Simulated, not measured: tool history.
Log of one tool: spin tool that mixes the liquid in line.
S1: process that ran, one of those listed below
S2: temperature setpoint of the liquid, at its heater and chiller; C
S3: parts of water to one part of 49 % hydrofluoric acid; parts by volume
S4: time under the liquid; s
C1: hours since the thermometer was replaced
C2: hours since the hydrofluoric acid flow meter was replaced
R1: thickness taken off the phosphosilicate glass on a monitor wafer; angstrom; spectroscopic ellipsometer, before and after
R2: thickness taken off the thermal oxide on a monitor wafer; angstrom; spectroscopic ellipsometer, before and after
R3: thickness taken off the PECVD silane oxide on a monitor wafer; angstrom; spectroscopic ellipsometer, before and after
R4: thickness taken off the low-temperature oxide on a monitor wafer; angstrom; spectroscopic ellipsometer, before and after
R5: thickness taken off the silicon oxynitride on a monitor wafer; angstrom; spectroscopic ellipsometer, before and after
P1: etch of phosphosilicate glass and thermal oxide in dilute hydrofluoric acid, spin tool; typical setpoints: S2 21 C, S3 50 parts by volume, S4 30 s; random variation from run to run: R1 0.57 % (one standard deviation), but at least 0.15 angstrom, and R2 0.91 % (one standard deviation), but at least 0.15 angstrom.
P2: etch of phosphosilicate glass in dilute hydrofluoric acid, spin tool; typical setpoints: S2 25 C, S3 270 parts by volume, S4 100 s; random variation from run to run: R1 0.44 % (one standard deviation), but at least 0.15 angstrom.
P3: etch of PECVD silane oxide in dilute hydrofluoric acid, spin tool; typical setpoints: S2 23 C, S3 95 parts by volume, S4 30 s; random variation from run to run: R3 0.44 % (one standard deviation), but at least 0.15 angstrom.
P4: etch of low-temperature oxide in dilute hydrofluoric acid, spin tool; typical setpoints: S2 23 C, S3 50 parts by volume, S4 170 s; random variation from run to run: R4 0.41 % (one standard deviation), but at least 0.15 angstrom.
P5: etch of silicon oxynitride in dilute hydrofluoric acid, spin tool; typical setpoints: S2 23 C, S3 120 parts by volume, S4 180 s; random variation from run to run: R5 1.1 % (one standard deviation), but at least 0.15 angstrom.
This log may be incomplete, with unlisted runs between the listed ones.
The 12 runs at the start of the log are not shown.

{"run": 13, "hour": 72.5, "S1": "P3", "S2": 23, "S3": 95, "S4": 30, "C1": 1712.1, "C2": 597.1, "R3": 118.49}
{"run": 14, "hour": 76.1, "S1": "P5", "S2": 23, "S3": 120, "S4": 35, "C1": 1715.7, "C2": 600.7, "R5": 4.3253}
{"run": 15, "hour": 82.1, "S1": "P2", "S2": 25, "S3": 270, "S4": 165, "C1": 1721.7, "C2": 606.7, "R1": 827.47}
{"run": 16, "hour": 87.7, "S1": "P5", "S2": 17, "S3": 120, "S4": 180, "C1": 1727.3, "C2": 612.3, "R5": 15.545}
{"run": 17, "hour": 94.4, "S1": "P2", "S2": 25, "S3": 270, "S4": 100, "C1": 1734, "C2": 619, "R1": 496.27}
{"run": 18, "hour": 98.1, "S1": "P2", "S2": 25, "S3": 410, "S4": 100, "C1": 1737.7, "C2": 622.7, "R1": 287.81}
{"run": 19, "hour": 104.3, "S1": "P5", "S2": 23, "S3": 185, "S4": 180, "C1": 1743.9, "C2": 628.9, "R5": 12.833}
{"run": 20, "hour": 108.2, "S1": "P1", "S2": 21, "S3": 50, "S4": 30, "C1": 1747.8, "C2": 632.8, "R1": 372.03, "R2": 26.575}
{"run": 21, "hour": 115.2, "S1": "P5", "S2": 23, "S3": 120, "S4": 180, "C1": 1754.8, "C2": 639.8, "R5": 21.074}
{"run": 22, "hour": 118.4, "S1": "P4", "S2": 23, "S3": 20, "S4": 170, "C1": 1758, "C2": 643, "R4": 1270.9}
{"run": 23, "hour": 124.8, "S1": "P1", "S2": 21, "S3": 90, "S4": 30, "C1": 1764.4, "C2": 649.4, "R1": 198.63, "R2": 14.277}
{"run": 24, "hour": 131.8, "S1": "P1", "S2": 21, "S3": 50, "S4": 30, "C1": 1771.4, "C2": 656.4, "R1": 371.37, "R2": 27.032}
{"run": 25, "hour": 137.5, "S1": "P1", "S2": 21, "S3": 20, "S4": 30, "C1": 1777.1, "C2": 662.1, "R1": 973.4, "R2": 69.755}
{"run": 26, "hour": 142.8, "S1": "P1", "S2": 21, "S3": 50, "S4": 15, "C1": 1782.4, "C2": 667.4, "R1": 186.43, "R2": 13.341}
{"run": 27, "hour": 147.0, "S1": "P1", "S2": 21, "S3": 50, "S4": 30, "C1": 1786.6, "C2": 671.6, "R1": 373.01, "R2": 26.872}
{"run": 28, "hour": 151.1, "S1": "P5", "S2": 23, "S3": 120, "S4": 180, "C1": 1790.7, "C2": 675.7, "R5": 20.651}
{"run": 29, "hour": 157.9, "S1": "P3", "S2": 29.5, "S3": 95, "S4": 30, "C1": 1797.5, "C2": 682.5, "R3": 150.83}
{"run": 30, "hour": 163.6, "S1": "P1", "S2": 21, "S3": 50, "S4": 30, "C1": 1803.2, "C2": 688.2, "R1": 373.31, "R2": 26.61}
{"run": 31, "hour": 168.2, "S1": "P3", "S2": 23, "S3": 95, "S4": 45, "C1": 1807.8, "C2": 692.8, "R3": 176.12}
{"run": 32, "hour": 173.7, "S1": "P1", "S2": 17, "S3": 50, "S4": 30, "C1": 1813.3, "C2": 698.3, "R1": 312.87, "R2": 22.339}
{"run": 33, "hour": 177.9, "S1": "P1", "S2": 21, "S3": 50, "S4": 60, "C1": 1817.5, "C2": 702.5, "R1": 747.76, "R2": 53.612}
{"run": 34, "hour": 184.0, "S1": "P1", "S2": 21, "S3": 50, "S4": 30, "C1": 1823.6, "C2": 708.6, "R1": 371.53, "R2": 26.961}
{"run": 35, "hour": 191.0, "S1": "P1", "S2": 21, "S3": 50, "S4": 30, "C1": 1830.6, "C2": 715.6, "R1": 358.24, "R2": 26.459}
{"run": 36, "hour": 195.6, "S1": "P1", "S2": 21, "S3": 50, "S4": 30, "C1": 1835.2, "C2": 720.2, "R1": 356.05, "R2": 25.187}

Run 37, settings as shown, results not yet in. Your forecast:
{"run": 37, "hour": 202.7, "S1": "P1", "S2": 21, "S3": 50, "S4": 30, "C1": 1842.3, "C2": 727.3, "R1": "?", "R2": "?"}

Run 37 measured R1 349.73 angstrom, R2 24.967 angstrom.
